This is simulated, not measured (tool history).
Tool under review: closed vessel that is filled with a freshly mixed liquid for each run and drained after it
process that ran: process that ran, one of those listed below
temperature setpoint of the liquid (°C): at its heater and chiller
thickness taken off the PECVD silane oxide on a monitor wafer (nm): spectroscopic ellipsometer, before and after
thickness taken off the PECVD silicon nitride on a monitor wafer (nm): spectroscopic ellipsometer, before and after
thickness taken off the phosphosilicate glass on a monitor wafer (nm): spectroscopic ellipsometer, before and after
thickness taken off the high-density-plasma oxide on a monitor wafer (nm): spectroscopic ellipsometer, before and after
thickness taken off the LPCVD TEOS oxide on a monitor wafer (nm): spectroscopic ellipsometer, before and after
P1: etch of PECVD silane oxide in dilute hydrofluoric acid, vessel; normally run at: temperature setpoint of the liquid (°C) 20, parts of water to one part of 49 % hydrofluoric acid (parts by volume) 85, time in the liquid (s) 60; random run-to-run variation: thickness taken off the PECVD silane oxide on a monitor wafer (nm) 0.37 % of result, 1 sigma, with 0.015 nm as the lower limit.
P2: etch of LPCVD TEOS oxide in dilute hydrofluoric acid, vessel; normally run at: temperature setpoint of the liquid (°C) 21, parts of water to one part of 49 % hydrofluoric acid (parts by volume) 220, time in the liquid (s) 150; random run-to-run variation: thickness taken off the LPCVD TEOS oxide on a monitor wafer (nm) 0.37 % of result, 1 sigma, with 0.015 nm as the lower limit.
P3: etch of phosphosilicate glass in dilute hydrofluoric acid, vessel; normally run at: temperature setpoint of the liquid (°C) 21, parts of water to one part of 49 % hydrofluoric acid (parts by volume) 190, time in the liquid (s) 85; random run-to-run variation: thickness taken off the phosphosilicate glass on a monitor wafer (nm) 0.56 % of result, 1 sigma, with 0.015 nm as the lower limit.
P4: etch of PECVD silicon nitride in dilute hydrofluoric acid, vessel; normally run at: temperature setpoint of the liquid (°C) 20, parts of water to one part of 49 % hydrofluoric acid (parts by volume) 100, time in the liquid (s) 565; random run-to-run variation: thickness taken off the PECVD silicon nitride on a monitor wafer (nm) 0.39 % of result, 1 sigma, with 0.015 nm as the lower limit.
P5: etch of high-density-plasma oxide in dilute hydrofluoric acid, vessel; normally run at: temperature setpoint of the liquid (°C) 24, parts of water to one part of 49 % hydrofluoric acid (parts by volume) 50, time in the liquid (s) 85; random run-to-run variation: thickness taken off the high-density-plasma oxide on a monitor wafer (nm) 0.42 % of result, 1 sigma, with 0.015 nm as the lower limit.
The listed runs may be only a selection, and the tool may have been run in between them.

| run | hour | process that ran | temperature setpoint of the liquid (°C) | parts of water to one part of 49 % hydrofluoric acid (parts by volume) | time in the liquid (s) | hours since the thermometer was replaced | hours since the hydrofluoric acid flow meter was replaced | thickness taken off the PECVD silane oxide on a monitor wafer (nm) | thickness taken off the PECVD silicon nitride on a monitor wafer (nm) | thickness taken off the phosphosilicate glass on a monitor wafer (nm) | thickness taken off the high-density-plasma oxide on a monitor wafer (nm) | thickness taken off the LPCVD TEOS oxide on a monitor wafer (nm) |
|---|---|---|---|---|---|---|---|---|---|---|---|---|
| 1 | 4.4 | P1 | 20 | 85 | 60 | 821.4 | 586.9 | 12.805 |  |  |  |  |
| 2 | 11.7 | P4 | 20 | 100 | 565 | 828.7 | 594.2 |  | 23.397 |  |  |  |
| 3 | 16.1 | P1 | 20 | 120 | 60 | 833.1 | 598.6 | 8.8799 |  |  |  |  |
| 4 | 23 | P1 | 17 | 55 | 60 | 840 | 605.5 | 18.175 |  |  |  |  |
| 5 | 28.3 | P3 | 27.5 | 190 | 85 | 845.3 | 610.8 |  |  | 46.282 |  |  |
| 6 | 33.1 | P5 | 24 | 50 | 30 | 850.1 | 615.6 |  |  |  | 3.6228 |  |
| 7 | 39.1 | P2 | 21 | 220 | 150 | 856.1 | 621.6 |  |  |  |  | 17.747 |
| 8 | 45.3 | P1 | 20 | 85 | 60 | 862.3 | 627.8 | 12.813 |  |  |  |  |
| 9 | 52.9 | P4 | 20 | 100 | 945 | 869.9 | 635.4 |  | 39.107 |  |  |  |
| 10 | 61.4 | P2 | 21 | 220 | 70 | 878.4 | 643.9 |  |  |  |  | 8.3366 |
| 11 | 67.3 | P1 | 20 | 35 | 60 | 884.3 | 649.8 | 33.223 |  |  |  |  |
| 12 | 71.2 | P5 | 24 | 50 | 85 | 888.2 | 653.7 |  |  |  | 10.295 |  |
| 13 | 78.5 | P1 | 20 | 85 | 60 | 895.5 | 661 | 12.956 |  |  |  |  |
| 14 | 87 | P2 | 28 | 220 | 150 | 904 | 669.5 |  |  |  |  | 22.921 |
| 15 | 95.6 | P3 | 21 | 190 | 85 | 912.6 | 678.1 |  |  | 36.519 |  |  |
| 16 | 100.8 | P3 | 21 | 190 | 30 | 917.8 | 683.3 |  |  | 12.864 |  |  |
| 17 | 108.1 | P1 | 20 | 85 | 30 | 925.1 | 690.6 | 6.444 |  |  |  |  |
| 18 | 112.4 | P1 | 25 | 85 | 60 | 929.4 | 694.9 | 15.842 |  |  |  |  |
| 19 | 117.6 | P1 | 20 | 85 | 60 | 934.6 | 700.1 | 12.949 |  |  |  |  |
| 20 | 122.6 | P3 | 21 | 35 | 85 | 939.6 | 705.1 |  |  | 234.1 |  |  |
| 21 | 131.2 | P4 | 20 | 150 | 565 | 948.2 | 713.7 |  | 15.703 |  |  |  |
| 22 | 139.7 | P1 | 20 | 85 | 105 | 956.7 | 722.2 | 22.666 |  |  |  |  |
| 23 | 146.2 | P4 | 25.5 | 100 | 565 | 963.2 | 728.7 |  | 33.742 |  |  |  |
| 24 | 151.8 | P2 | 21 | 85 | 150 | 968.8 | 734.3 |  |  |  |  | 52.776 |
| 25 | 157.7 | P2 | 21 | 220 | 150 | 974.7 | 740.2 |  |  |  |  | 17.751 |
| 26 | 161.6 | P5 | 31 | 50 | 85 | 978.6 | 744.1 |  |  |  | 13.511 |  |
| 27 | 166.3 | P1 | 17 | 85 | 60 | 983.3 | 748.8 | 11.39 |  |  |  |  |
| 28 | 174.4 | P5 | 24 | 80 | 85 | 991.4 | 756.9 |  |  |  | 6.1305 |  |
| 29 | 178.9 | P1 | 20 | 85 | 60 | 995.9 | 761.4 | 12.92 |  |  |  |  |
| 30 | 184.7 | P1 | 20 | 85 | 60 | 1001.7 | 767.2 | 12.426 |  |  |  |  |
| 31 | 192.6 | P1 | 20 | 85 | 60 | 1009.6 | 775.1 | 12.066 |  |  |  |  |
| 32 | 198.4 | P1 | 20 | 85 | 60 | 1015.4 | 780.9 | 11.801 |  |  |  |  |
| 33 | 204.5 | P1 | 20 | 85 | 60 | 1021.5 | 787 | 11.9 |  |  |  |  |
| 34 | 208.6 | P1 | 20 | 85 | 60 | 1025.6 | 791.1 | 11.786 |  |  |  |  |
| 35 | 213.3 | P1 | 20 | 85 | 60 | 1030.3 | 795.8 | 11.866 |  |  |  |  |

What P1 gives has crept off from where it sat before. The 2 causes that follow fit the log equally well, each at the size noted:
A: hydrofluoric acid flow below the setpoint (%) = 8.27
B: liquid colder than its thermometer reads (K) = 2.27
Creep in the process output first set in at about hour 178.9.

Listed below are the offered check runs, one wafer per run, with question marks in place of results. For which of them would the causes give clearly different outcomes?
| check 1 | 218 | P5 | 30.5 | 50 | 85 |  |  |  |  |  | ? |  |
| check 2 | 218 | P2 | 21 | 90 | 150 |  |  |  |  |  |  | ? |
| check 3 | 218 | P4 | 20 | 140 | 900 |  |  |  | ? |  |  |  |
| check 4 | 218 | P3 | 21 | 100 | 45 |  |  |  |  | ? |  |  |

Outcome of each check run for each possible cause:
| check | result | if A | if B |
|---|---|---|---|
| check 1 | thickness taken off the high-density-plasma oxide on a monitor wafer (nm) | 12.037 | 12.083 |
| check 2 | thickness taken off the LPCVD TEOS oxide on a monitor wafer (nm) | 45.388 | 45.465 |
| check 3 | thickness taken off the PECVD silicon nitride on a monitor wafer (nm) | 24.688 | 23.028 |
| check 4 | thickness taken off the phosphosilicate glass on a monitor wafer (nm) | 36.522 | 36.641 |
Minimum pairwise separation of causes per check, each pair taken at its best-separating result: check 1 0.38 %; check 2 0.17 %; check 3 6.96 %; check 4 0.33 %
The causes can be told apart only by check 3. The other checks would give nearly the same results under each of them.

Here is what check 3 returned: thickness taken off the PECVD silicon nitride on a monitor wafer (nm) 24.698. Which cause is it?

It is A: hydrofluoric acid flow below the setpoint (%).
